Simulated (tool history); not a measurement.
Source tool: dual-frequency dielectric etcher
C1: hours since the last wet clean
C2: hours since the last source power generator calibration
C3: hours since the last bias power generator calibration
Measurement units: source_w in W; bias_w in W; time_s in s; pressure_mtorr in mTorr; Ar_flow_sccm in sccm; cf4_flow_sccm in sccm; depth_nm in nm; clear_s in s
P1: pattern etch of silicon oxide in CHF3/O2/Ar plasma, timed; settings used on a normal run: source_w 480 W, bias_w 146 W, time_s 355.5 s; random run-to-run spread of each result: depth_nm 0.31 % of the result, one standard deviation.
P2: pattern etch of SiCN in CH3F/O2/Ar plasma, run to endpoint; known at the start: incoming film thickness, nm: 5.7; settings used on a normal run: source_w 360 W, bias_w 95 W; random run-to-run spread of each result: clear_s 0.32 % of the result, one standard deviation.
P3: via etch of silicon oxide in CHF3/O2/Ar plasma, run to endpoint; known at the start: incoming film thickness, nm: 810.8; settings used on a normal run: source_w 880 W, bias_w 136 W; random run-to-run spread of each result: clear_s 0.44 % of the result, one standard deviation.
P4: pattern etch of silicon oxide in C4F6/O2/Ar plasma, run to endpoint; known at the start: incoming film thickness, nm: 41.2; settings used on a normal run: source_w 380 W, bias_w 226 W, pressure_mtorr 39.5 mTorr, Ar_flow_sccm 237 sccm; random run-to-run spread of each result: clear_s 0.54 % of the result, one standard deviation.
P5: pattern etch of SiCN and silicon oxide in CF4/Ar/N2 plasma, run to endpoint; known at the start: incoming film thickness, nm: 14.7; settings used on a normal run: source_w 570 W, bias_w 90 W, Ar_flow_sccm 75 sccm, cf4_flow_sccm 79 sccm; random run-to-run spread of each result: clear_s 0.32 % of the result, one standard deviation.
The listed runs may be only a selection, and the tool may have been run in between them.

{"run": 1, "hour": 8.4, "process": "P1", "source_w": 480, "bias_w": 146, "time_s": 355.5, "C1": 116.6, "C2": 1266.8, "C3": 774.5, "depth_nm": 611.12}
{"run": 2, "hour": 15.2, "process": "P1", "source_w": 480, "bias_w": 96, "time_s": 355.5, "C1": 123.4, "C2": 1273.6, "C3": 781.3, "depth_nm": 533.61}
{"run": 3, "hour": 23.4, "process": "P1", "source_w": 480, "bias_w": 146, "time_s": 355.5, "C1": 131.6, "C2": 1281.8, "C3": 789.5, "depth_nm": 603.68}
{"run": 4, "hour": 28.2, "process": "P2", "source_w": 360, "bias_w": 95, "C1": 136.4, "C2": 1286.6, "C3": 794.3, "clear_s": 14.35}
{"run": 5, "hour": 34.2, "process": "P4", "source_w": 380, "bias_w": 226, "pressure_mtorr": 39.5, "Ar_flow_sccm": 149, "C1": 142.4, "C2": 1292.6, "C3": 800.3, "clear_s": 12.53}
{"run": 6, "hour": 41.6, "process": "P1", "source_w": 480, "bias_w": 146, "time_s": 355.5, "C1": 149.8, "C2": 1300, "C3": 807.7, "depth_nm": 608.8}
{"run": 7, "hour": 46.8, "process": "P3", "source_w": 880, "bias_w": 136, "C1": 155, "C2": 1305.2, "C3": 812.9, "clear_s": 391.61}
{"run": 8, "hour": 50.9, "process": "P4", "source_w": 380, "bias_w": 226, "pressure_mtorr": 54.5, "Ar_flow_sccm": 237, "C1": 159.1, "C2": 1309.3, "C3": 817, "clear_s": 13.735}
{"run": 9, "hour": 55.0, "process": "P4", "source_w": 380, "bias_w": 226, "pressure_mtorr": 39.5, "Ar_flow_sccm": 237, "C1": 163.2, "C2": 1313.4, "C3": 821.1, "clear_s": 13.191}
{"run": 10, "hour": 62.2, "process": "P5", "source_w": 570, "bias_w": 90, "Ar_flow_sccm": 75, "cf4_flow_sccm": 79, "C1": 170.4, "C2": 1320.6, "C3": 828.3, "clear_s": 12.182}
{"run": 11, "hour": 68.9, "process": "P5", "source_w": 570, "bias_w": 90, "Ar_flow_sccm": 103, "cf4_flow_sccm": 79, "C1": 177.1, "C2": 1327.3, "C3": 835, "clear_s": 12.662}
{"run": 12, "hour": 74.3, "process": "P1", "source_w": 310, "bias_w": 146, "time_s": 355.5, "C1": 182.5, "C2": 1332.7, "C3": 840.4, "depth_nm": 515.45}
{"hour": 80.9, "done": "bias power generator calibrated"}
{"run": 13, "hour": 81.0, "process": "P4", "source_w": 380, "bias_w": 307, "pressure_mtorr": 39.5, "Ar_flow_sccm": 237, "C1": 189.2, "C2": 1339.4, "C3": 0.2, "clear_s": 11.904}
{"run": 14, "hour": 85.5, "process": "P5", "source_w": 780, "bias_w": 90, "Ar_flow_sccm": 75, "cf4_flow_sccm": 79, "C1": 193.7, "C2": 1343.9, "C3": 4.7, "clear_s": 9.2389}
{"run": 15, "hour": 91.2, "process": "P1", "source_w": 480, "bias_w": 146, "time_s": 244, "C1": 199.4, "C2": 1349.6, "C3": 10.4, "depth_nm": 417.45}
{"run": 16, "hour": 99.0, "process": "P1", "source_w": 480, "bias_w": 146, "time_s": 355.5, "C1": 207.2, "C2": 1357.4, "C3": 18.2, "depth_nm": 610.25}
{"run": 17, "hour": 105.6, "process": "P1", "source_w": 480, "bias_w": 146, "time_s": 488.5, "C1": 213.8, "C2": 1364, "C3": 24.8, "depth_nm": 840.16}
{"run": 18, "hour": 109.5, "process": "P1", "source_w": 650, "bias_w": 187, "time_s": 355.5, "C1": 217.7, "C2": 1367.9, "C3": 28.7, "depth_nm": 742.76}
{"run": 19, "hour": 115.3, "process": "P2", "source_w": 360, "bias_w": 55, "C1": 223.5, "C2": 1373.7, "C3": 34.5, "clear_s": 17.455}
{"run": 20, "hour": 119.1, "process": "P1", "source_w": 620, "bias_w": 146, "time_s": 355.5, "C1": 227.3, "C2": 1377.5, "C3": 38.3, "depth_nm": 673.57}
{"run": 21, "hour": 123.3, "process": "P3", "source_w": 1240, "bias_w": 136, "C1": 231.5, "C2": 1381.7, "C3": 42.5, "clear_s": 344.61}
{"run": 22, "hour": 129.3, "process": "P3", "source_w": 880, "bias_w": 136, "C1": 237.5, "C2": 1387.7, "C3": 48.5, "clear_s": 392.9}
{"run": 23, "hour": 136.1, "process": "P1", "source_w": 480, "bias_w": 146, "time_s": 355.5, "C1": 244.3, "C2": 1394.5, "C3": 55.3, "depth_nm": 609.29}
{"run": 24, "hour": 143.2, "process": "P5", "source_w": 570, "bias_w": 90, "Ar_flow_sccm": 75, "cf4_flow_sccm": 110, "C1": 251.4, "C2": 1401.6, "C3": 62.4, "clear_s": 11.691}
{"run": 25, "hour": 149.7, "process": "P1", "source_w": 480, "bias_w": 146, "time_s": 355.5, "C1": 257.9, "C2": 1408.1, "C3": 68.9, "depth_nm": 609.79}
{"run": 26, "hour": 155.4, "process": "P3", "source_w": 880, "bias_w": 190, "C1": 263.6, "C2": 1413.8, "C3": 74.6, "clear_s": 352.8}
{"run": 27, "hour": 163.1, "process": "P5", "source_w": 570, "bias_w": 108, "Ar_flow_sccm": 75, "cf4_flow_sccm": 79, "C1": 271.3, "C2": 1421.5, "C3": 82.3, "clear_s": 11.431}
{"run": 28, "hour": 167.7, "process": "P1", "source_w": 480, "bias_w": 146, "time_s": 355.5, "C1": 275.9, "C2": 1426.1, "C3": 86.9, "depth_nm": 607.64}
{"run": 29, "hour": 175.8, "process": "P4", "source_w": 550, "bias_w": 226, "pressure_mtorr": 39.5, "Ar_flow_sccm": 237, "C1": 284, "C2": 1434.2, "C3": 95, "clear_s": 11.5}
{"run": 30, "hour": 180.9, "process": "P2", "source_w": 220, "bias_w": 95, "C1": 289.1, "C2": 1439.3, "C3": 100.1, "clear_s": 17.094}
{"run": 31, "hour": 187.0, "process": "P4", "source_w": 380, "bias_w": 226, "pressure_mtorr": 39.5, "Ar_flow_sccm": 237, "C1": 295.2, "C2": 1445.4, "C3": 106.2, "clear_s": 13.169}
{"run": 32, "hour": 191.6, "process": "P1", "source_w": 480, "bias_w": 179, "time_s": 355.5, "C1": 299.8, "C2": 1450, "C3": 110.8, "depth_nm": 649.21}
{"run": 33, "hour": 199.9, "process": "P5", "source_w": 570, "bias_w": 90, "Ar_flow_sccm": 75, "cf4_flow_sccm": 79, "C1": 308.1, "C2": 1458.3, "C3": 119.1, "clear_s": 12.124}
{"run": 34, "hour": 206.8, "process": "P1", "source_w": 480, "bias_w": 146, "time_s": 355.5, "C1": 315, "C2": 1465.2, "C3": 126, "depth_nm": 608.75}
{"run": 35, "hour": 211.7, "process": "P1", "source_w": 480, "bias_w": 146, "time_s": 355.5, "C1": 319.9, "C2": 1470.1, "C3": 130.9, "depth_nm": 604.91}
{"run": 36, "hour": 217.2, "process": "P1", "source_w": 480, "bias_w": 146, "time_s": 355.5, "C1": 325.4, "C2": 1475.6, "C3": 136.4, "depth_nm": 602.56}
{"run": 37, "hour": 222.1, "process": "P1", "source_w": 480, "bias_w": 146, "time_s": 355.5, "C1": 330.3, "C2": 1480.5, "C3": 141.3, "depth_nm": 601.28}
{"hour": 223.4, "done": "wet clean of the chamber"}
{"run": 38, "hour": 227.2, "process": "P1", "source_w": 480, "bias_w": 146, "time_s": 355.5, "C1": 3.8, "C2": 1485.6, "C3": 146.4, "depth_nm": 603.28}
{"run": 39, "hour": 232.7, "process": "P1", "source_w": 480, "bias_w": 146, "time_s": 355.5, "C1": 9.3, "C2": 1491.1, "C3": 151.9, "depth_nm": 598.98}
{"run": 40, "hour": 238.9, "process": "P1", "source_w": 480, "bias_w": 146, "time_s": 355.5, "C1": 15.5, "C2": 1497.3, "C3": 158.1, "depth_nm": 600.58}
{"run": 41, "hour": 243.7, "process": "P1", "source_w": 480, "bias_w": 146, "time_s": 355.5, "C1": 20.3, "C2": 1502.1, "C3": 162.9, "depth_nm": 601.59}
{"run": 42, "hour": 249.2, "process": "P1", "source_w": 480, "bias_w": 146, "time_s": 355.5, "C1": 25.8, "C2": 1507.6, "C3": 168.4, "depth_nm": 597.64}

Something has made what P1 gives creep away from where it was; the 2 causes below, each at its own stated size, fit the log equally well:
A: bias power that arrives under what is set, % = 4.68
B: source power that arrives under what is set, % = 3.97
The gradual shift began around hour 206.8.
Ruled out, with reasons:
chamber walls in a state that lowers the etch rate, %: work on it at hour 223.4, done after the drift set in, did not restore what the process gave before

You are offered 4 check runs, listed below with question marks in place of their results; each one averages 2 wafers. Which run separates the listed causes by giving clearly different results for each?
{"run": "check 1", "hour": 254.7, "process": "P3", "source_w": 1200, "bias_w": 167, "clear_s": "?"}
{"run": "check 2", "hour": 254.7, "process": "P4", "source_w": 500, "bias_w": 258, "pressure_mtorr": 39.5, "Ar_flow_sccm": 237, "clear_s": "?"}
{"run": "check 3", "hour": 254.7, "process": "P2", "source_w": 260, "bias_w": 70, "clear_s": "?"}
{"run": "check 4", "hour": 254.7, "process": "P5", "source_w": 570, "bias_w": 90, "Ar_flow_sccm": 75, "cf4_flow_sccm": 108, "clear_s": "?"}

If the cause were each of the candidates in turn, the checks would give the following:
check=check_1 result=clear_s if_A=332.29 if_B=332.57
check=check_2 result=clear_s if_A=11.527 if_B=11.522
check=check_3 result=clear_s if_A=18.448 if_B=18.407
check=check_4 result=clear_s if_A=11.893 if_B=12.145
Gap, in per cent, between the two causes that each check separates least, read from the result that separates them most: check 1 0.08 %; check 2 0.04 %; check 3 0.22 %; check 4 2.09 %
The causes can be told apart only by check 4. The other checks would give nearly the same results under each of them.

The results of check 4 are: clear_s 11.838 s. Based on these, which of the listed causes is it?

The cause is A: bias power that arrives under what is set, %.
